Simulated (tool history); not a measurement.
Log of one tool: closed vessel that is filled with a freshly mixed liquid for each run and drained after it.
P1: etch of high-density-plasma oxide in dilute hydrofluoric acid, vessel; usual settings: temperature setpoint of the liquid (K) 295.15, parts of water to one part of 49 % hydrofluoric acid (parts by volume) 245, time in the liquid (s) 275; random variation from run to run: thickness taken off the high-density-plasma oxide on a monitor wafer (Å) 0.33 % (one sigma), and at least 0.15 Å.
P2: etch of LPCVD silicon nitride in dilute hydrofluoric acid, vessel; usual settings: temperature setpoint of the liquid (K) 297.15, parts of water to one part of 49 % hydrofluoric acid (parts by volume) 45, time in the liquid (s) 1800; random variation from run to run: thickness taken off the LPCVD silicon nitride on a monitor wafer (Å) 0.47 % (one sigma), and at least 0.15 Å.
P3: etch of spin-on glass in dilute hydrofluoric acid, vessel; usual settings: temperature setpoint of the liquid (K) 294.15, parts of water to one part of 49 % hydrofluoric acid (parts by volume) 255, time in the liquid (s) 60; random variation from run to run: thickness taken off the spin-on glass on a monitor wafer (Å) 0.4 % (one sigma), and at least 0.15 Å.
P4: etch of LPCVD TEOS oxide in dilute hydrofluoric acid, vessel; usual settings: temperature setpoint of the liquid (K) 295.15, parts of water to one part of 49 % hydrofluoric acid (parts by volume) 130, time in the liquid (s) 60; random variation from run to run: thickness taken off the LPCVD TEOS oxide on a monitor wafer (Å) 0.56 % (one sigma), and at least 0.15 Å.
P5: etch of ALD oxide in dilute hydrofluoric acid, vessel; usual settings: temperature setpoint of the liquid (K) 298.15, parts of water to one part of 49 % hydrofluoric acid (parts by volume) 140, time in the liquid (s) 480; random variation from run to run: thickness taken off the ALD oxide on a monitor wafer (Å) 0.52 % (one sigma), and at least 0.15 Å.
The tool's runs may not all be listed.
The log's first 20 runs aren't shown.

| run | hour | process that ran | temperature setpoint of the liquid (K) | parts of water to one part of 49 % hydrofluoric acid (parts by volume) | time in the liquid (s) | thickness taken off the high-density-plasma oxide on a monitor wafer (Å) | thickness taken off the ALD oxide on a monitor wafer (Å) | thickness taken off the LPCVD silicon nitride on a monitor wafer (Å) | thickness taken off the LPCVD TEOS oxide on a monitor wafer (Å) | thickness taken off the spin-on glass on a monitor wafer (Å) |
|---|---|---|---|---|---|---|---|---|---|---|
| 21 | 230.0 | P1 | 295.15 | 245 | 275 | 81.035 |  |  |  |  |
| 22 | 239.6 | P1 | 290.15 | 80 | 275 | 240.960 |  |  |  |  |
| 23 | 251.3 | P2 | 297.15 | 45 | 3265 |  |  | 367.15 |  |  |
| 24 | 262.5 | P1 | 295.15 | 45 | 275 | 548.240 |  |  |  |  |
| 25 | 273.9 | P1 | 295.15 | 245 | 400 | 117.690 |  |  |  |  |
| 26 | 285.4 | P3 | 300.15 | 255 | 60 |  |  |  |  | 137.370 |
| 27 | 299.4 | P1 | 295.15 | 245 | 275 | 81.005 |  |  |  |  |
| 28 | 309.3 | P3 | 294.15 | 255 | 30 |  |  |  |  | 55.153 |
| 29 | 317.9 | P3 | 294.15 | 255 | 60 |  |  |  |  | 111.460 |

Forecast run 30:
| 30 | 330.7 | P3 | 294.15 | 80 | 60 |  |  |  |  | ? |

thickness taken off the spin-on glass on a monitor wafer (Å): 426.090
